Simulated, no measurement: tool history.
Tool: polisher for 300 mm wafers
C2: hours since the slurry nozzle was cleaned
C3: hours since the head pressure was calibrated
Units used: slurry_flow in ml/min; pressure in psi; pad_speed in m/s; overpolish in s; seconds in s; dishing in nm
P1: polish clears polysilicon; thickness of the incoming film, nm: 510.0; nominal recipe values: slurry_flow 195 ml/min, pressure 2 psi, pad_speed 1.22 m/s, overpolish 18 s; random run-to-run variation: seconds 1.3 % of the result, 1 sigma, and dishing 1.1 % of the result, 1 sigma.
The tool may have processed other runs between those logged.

Run 1, hour 7.6: slurry_flow 195 ml/min, pressure 2 psi, pad_speed 1.22 m/s, overpolish 18 s; wafers polished on this pad 606; C2 312.4; C3 451.9. Result: seconds 45.877 s, dishing 58.116 nm.
Run 2, hour 21.8: slurry_flow 195 ml/min, pressure 2 psi, pad_speed 1.22 m/s, overpolish 5 s; wafers polished on this pad 779; C2 326.6; C3 466.1. Result: seconds 46.861 s, dishing 36.864 nm.
Run 3, hour 30.4: slurry_flow 115 ml/min, pressure 2 psi, pad_speed 1.22 m/s, overpolish 18 s; wafers polished on this pad 884; C2 335.2; C3 474.7. Result: seconds 50.4 s, dishing 57.348 nm.
Run 4, hour 40.8: slurry_flow 305 ml/min, pressure 2 psi, pad_speed 1.22 m/s, overpolish 18 s; wafers polished on this pad 1011; C2 345.6; C3 485.1. Result: seconds 44.553 s, dishing 57.89 nm.
Run 5, hour 47.1: slurry_flow 195 ml/min, pressure 2 psi, pad_speed 0.56 m/s, overpolish 18 s; wafers polished on this pad 1087; C2 351.9; C3 491.4. Result: seconds 99.338 s, dishing 46.86 nm.
Run 6, hour 58.5: slurry_flow 195 ml/min, pressure 2 psi, pad_speed 1.22 m/s, overpolish 18 s; wafers polished on this pad 1226; C2 363.3; C3 502.8. Result: seconds 46.678 s, dishing 59.21 nm.
Run 7, hour 68.5: slurry_flow 195 ml/min, pressure 1.1 psi, pad_speed 1.22 m/s, overpolish 18 s; wafers polished on this pad 1348; C2 373.3; C3 512.8. Result: seconds 84.471 s, dishing 49.671 nm.
Run 8, hour 75.8: slurry_flow 195 ml/min, pressure 2 psi, pad_speed 1.22 m/s, overpolish 34 s; wafers polished on this pad 1437; C2 380.6; C3 520.1. Result: seconds 45.877 s, dishing 59.315 nm.
Run 9, hour 89: slurry_flow 195 ml/min, pressure 2 psi, pad_speed 1.22 m/s, overpolish 18 s; wafers polished on this pad 1598; C2 393.8; C3 533.3. Result: seconds 45.921 s, dishing 57.818 nm.
Run 10, hour 95.2: slurry_flow 195 ml/min, pressure 3.1 psi, pad_speed 1.22 m/s, overpolish 18 s; wafers polished on this pad 1674; C2 400; C3 539.5. Result: seconds 29.495 s, dishing 60.214 nm.
Run 11, hour 109.3: slurry_flow 195 ml/min, pressure 2 psi, pad_speed 1.62 m/s, overpolish 18 s; wafers polished on this pad 1846; C2 414.1; C3 553.6. Result: seconds 33.898 s, dishing 60.145 nm.
Run 12, hour 122.3: slurry_flow 195 ml/min, pressure 2 psi, pad_speed 1.22 m/s, overpolish 18 s; wafers polished on this pad 2004; C2 427.1; C3 566.6. Result: seconds 47.037 s, dishing 57.44 nm.
Run 13, hour 129.8: slurry_flow 195 ml/min, pressure 2.7 psi, pad_speed 1.22 m/s, overpolish 10 s; wafers polished on this pad 2096; C2 434.6; C3 574.1. Result: seconds 34.12 s, dishing 56.524 nm.
Run 14, hour 142.2: slurry_flow 300 ml/min, pressure 2 psi, pad_speed 1.22 m/s, overpolish 32 s; wafers polished on this pad 2247; C2 447; C3 586.5. Result: seconds 43.42 s, dishing 60.137 nm.
Run 15, hour 150.6: slurry_flow 195 ml/min, pressure 2 psi, pad_speed 1.22 m/s, overpolish 18 s; wafers polished on this pad 2350; C2 455.4; C3 594.9. Result: seconds 45.5 s, dishing 57.192 nm.
Run 16, hour 161: slurry_flow 195 ml/min, pressure 2 psi, pad_speed 1.22 m/s, overpolish 18 s; wafers polished on this pad 2476; C2 465.8; C3 605.3. Result: seconds 46.001 s, dishing 58.241 nm.
Run 17, hour 167.9: slurry_flow 195 ml/min, pressure 2 psi, pad_speed 1.22 m/s, overpolish 18 s; wafers polished on this pad 2561; C2 472.7; C3 612.2. Result: seconds 46.827 s, dishing 57.898 nm.
Run 18, hour 180: slurry_flow 195 ml/min, pressure 2 psi, pad_speed 1.22 m/s, overpolish 18 s; wafers polished on this pad 2708; C2 484.8; C3 624.3. Result: seconds 48.269 s, dishing 57.813 nm.
Run 19, hour 187.3: slurry_flow 195 ml/min, pressure 2 psi, pad_speed 1.22 m/s, overpolish 18 s; wafers polished on this pad 2797; C2 492.1; C3 631.6. Result: seconds 49.649 s, dishing 58.725 nm.
Run 20, hour 199: slurry_flow 195 ml/min, pressure 2 psi, pad_speed 1.22 m/s, overpolish 18 s; wafers polished on this pad 2940; C2 503.8; C3 643.3. Result: seconds 49.554 s, dishing 58.848 nm.
At hour 201.5: head pressure recalibrated.
Run 21, hour 206.4: slurry_flow 195 ml/min, pressure 2 psi, pad_speed 1.22 m/s, overpolish 18 s; wafers polished on this pad 3030; C2 511.2; C3 5. Result: seconds 50.693 s, dishing 57.465 nm.
Run 22, hour 216: slurry_flow 195 ml/min, pressure 2 psi, pad_speed 1.22 m/s, overpolish 18 s; wafers polished on this pad 3147; C2 520.8; C3 14.6. Result: seconds 50.083 s, dishing 56.998 nm.
Run 23, hour 227.4: slurry_flow 195 ml/min, pressure 2 psi, pad_speed 1.22 m/s, overpolish 18 s; wafers polished on this pad 3286; C2 532.2; C3 26. Result: seconds 50.189 s, dishing 58.071 nm.
Run 24, hour 233.6: slurry_flow 195 ml/min, pressure 2 psi, pad_speed 1.22 m/s, overpolish 18 s; wafers polished on this pad 3362; C2 538.4; C3 32.2. Result: seconds 50.519 s, dishing 56.615 nm.
Run 25, hour 240.3: slurry_flow 195 ml/min, pressure 2 psi, pad_speed 1.22 m/s, overpolish 18 s; wafers polished on this pad 3443; C2 545.1; C3 38.9. Result: seconds 51.891 s, dishing 57.046 nm.

Compared with where it was, what P1 gives has crept away. Each cause listed below fits the log as well as the rest, at the size given for it:
A: slurry flow missing at the pad, % = 38.9
B: removal rate lost through wear of the pad, % = 8.13
The gradual shift began around hour 161.
Ruled out, with reasons:
head's pressure below its setpoint, %: maintenance at hour 201.5, after the shift began, did not return the process to its former output

4 check runs are offered, each on 3 wafers whose results are averaged, their results left as question marks. Which one tells the causes apart?
Run check 1, hour 247: slurry_flow 195 ml/min, pressure 3 psi, pad_speed 1.6 m/s, overpolish 18 s. Result: seconds ?, dishing ?.
Run check 2, hour 247: slurry_flow 115 ml/min, pressure 2 psi, pad_speed 1.22 m/s, overpolish 18 s. Result: seconds ?, dishing ?.
Run check 3, hour 247: slurry_flow 195 ml/min, pressure 2 psi, pad_speed 0.76 m/s, overpolish 31 s. Result: seconds ?, dishing ?.
Run check 4, hour 247: slurry_flow 195 ml/min, pressure 2 psi, pad_speed 1.22 m/s, overpolish 5 s. Result: seconds ?, dishing ?.

Predicted outcomes, by check and by cause:
  check   result    if A    if B
check 1  seconds  25.686  25.683
check 1  dishing  60.486  60.486
check 2  seconds  58.343  55.427
check 2  dishing  56.043  56.628
check 3  seconds  81.115  81.106
check 3  dishing  58.164  58.164
check 4  seconds  50.531  50.525
check 4  dishing  34.103  34.106
Per-check spread between the two closest causes, in the result where they differ most: check 1 0.01 %; check 2 5.13 %; check 3 0.01 %; check 4 0.01 %
The other checks would show nearly matching results whichever cause is true, so check 2 is the only one that separates the causes.

Then check 2 was run and gave: seconds 55.132 s; dishing 56.814 nm. Which cause is it?

The cause is B: removal rate lost through wear of the pad, %.
